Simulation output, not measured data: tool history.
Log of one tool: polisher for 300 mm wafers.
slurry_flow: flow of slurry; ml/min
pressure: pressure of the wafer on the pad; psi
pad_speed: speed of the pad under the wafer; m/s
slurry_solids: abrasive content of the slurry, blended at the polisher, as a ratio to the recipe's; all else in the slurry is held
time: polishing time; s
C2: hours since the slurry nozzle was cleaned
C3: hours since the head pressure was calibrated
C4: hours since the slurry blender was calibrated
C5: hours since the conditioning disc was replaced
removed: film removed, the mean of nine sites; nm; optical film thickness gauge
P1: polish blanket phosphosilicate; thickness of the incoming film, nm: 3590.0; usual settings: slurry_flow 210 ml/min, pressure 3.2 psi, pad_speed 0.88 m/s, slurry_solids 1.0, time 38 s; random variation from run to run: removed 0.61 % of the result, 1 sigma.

run 1 hour=6.2 | slurry_flow=210 pressure=3.2 pad_speed=0.88 slurry_solids=1.0 time=38 | wafers_polished_on_this_pad=576 C2=346.2 C3=488.0 C4=83.1 C5=299.9 | removed=281.91
run 2 hour=10.4 | slurry_flow=210 pressure=1.6 pad_speed=0.88 slurry_solids=1.0 time=38 | wafers_polished_on_this_pad=619 C2=350.4 C3=492.2 C4=87.3 C5=304.1 | removed=138.63
run 3 hour=15.7 | slurry_flow=210 pressure=3.2 pad_speed=0.88 slurry_solids=1.2 time=38 | wafers_polished_on_this_pad=673 C2=355.7 C3=497.5 C4=92.6 C5=309.4 | removed=301.45
run 4 hour=20.8 | slurry_flow=210 pressure=3.2 pad_speed=0.40 slurry_solids=1.0 time=38 | wafers_polished_on_this_pad=726 C2=360.8 C3=502.6 C4=97.7 C5=314.5 | removed=147.24
run 5 hour=26.4 | slurry_flow=210 pressure=3.2 pad_speed=0.88 slurry_solids=1.0 time=38 | wafers_polished_on_this_pad=783 C2=366.4 C3=508.2 C4=103.3 C5=320.1 | removed=278.09
run 6 hour=35.1 | slurry_flow=210 pressure=3.2 pad_speed=1.24 slurry_solids=1.0 time=38 | wafers_polished_on_this_pad=872 C2=375.1 C3=516.9 C4=112.0 C5=328.8 | removed=366.92
run 7 hour=43.5 | slurry_flow=210 pressure=3.2 pad_speed=0.88 slurry_solids=0.5 time=38 | wafers_polished_on_this_pad=959 C2=383.5 C3=525.3 C4=120.4 C5=337.2 | removed=190.08
run 8 hour=50.2 | slurry_flow=210 pressure=3.2 pad_speed=0.88 slurry_solids=1.0 time=58 | wafers_polished_on_this_pad=1027 C2=390.2 C3=532.0 C4=127.1 C5=343.9 | removed=423.32
run 9 hour=58.7 | slurry_flow=210 pressure=3.2 pad_speed=0.88 slurry_solids=1.0 time=38 | wafers_polished_on_this_pad=1115 C2=398.7 C3=540.5 C4=135.6 C5=352.4 | removed=279.88
run 10 hour=64.9 | slurry_flow=310 pressure=3.2 pad_speed=0.88 slurry_solids=1.0 time=38 | wafers_polished_on_this_pad=1178 C2=404.9 C3=546.7 C4=141.8 C5=358.6 | removed=290.45
run 11 hour=73.0 | slurry_flow=210 pressure=3.2 pad_speed=0.88 slurry_solids=1.0 time=27 | wafers_polished_on_this_pad=1262 C2=413.0 C3=554.8 C4=149.9 C5=366.7 | removed=195.78
run 12 hour=79.9 | slurry_flow=125 pressure=3.2 pad_speed=0.88 slurry_solids=1.0 time=38 | wafers_polished_on_this_pad=1332 C2=419.9 C3=561.7 C4=156.8 C5=373.6 | removed=256.64
run 13 hour=86.0 | slurry_flow=210 pressure=3.2 pad_speed=0.88 slurry_solids=1.0 time=38 | wafers_polished_on_this_pad=1395 C2=426.0 C3=567.8 C4=162.9 C5=379.7 | removed=280.27
run 14 hour=93.6 | slurry_flow=210 pressure=3.2 pad_speed=0.88 slurry_solids=1.0 time=38 | wafers_polished_on_this_pad=1473 C2=433.6 C3=575.4 C4=170.5 C5=387.3 | removed=280.44
run 15 hour=99.3 | slurry_flow=210 pressure=4.1 pad_speed=0.66 slurry_solids=1.0 time=38 | wafers_polished_on_this_pad=1532 C2=439.3 C3=581.1 C4=176.2 C5=393.0 | removed=284.69
run 16 hour=107.0 | slurry_flow=210 pressure=3.2 pad_speed=0.88 slurry_solids=1.0 time=38 | wafers_polished_on_this_pad=1611 C2=447.0 C3=588.8 C4=183.9 C5=400.7 | removed=279.47

The next listed run, before its measurement:
run 17 hour=114.5 | slurry_flow=210 pressure=4.8 pad_speed=0.88 slurry_solids=1.0 time=38 | wafers_polished_on_this_pad=1688 C2=454.5 C3=596.3 C4=191.4 C5=408.2 | removed=?

removed: 421.35 nm
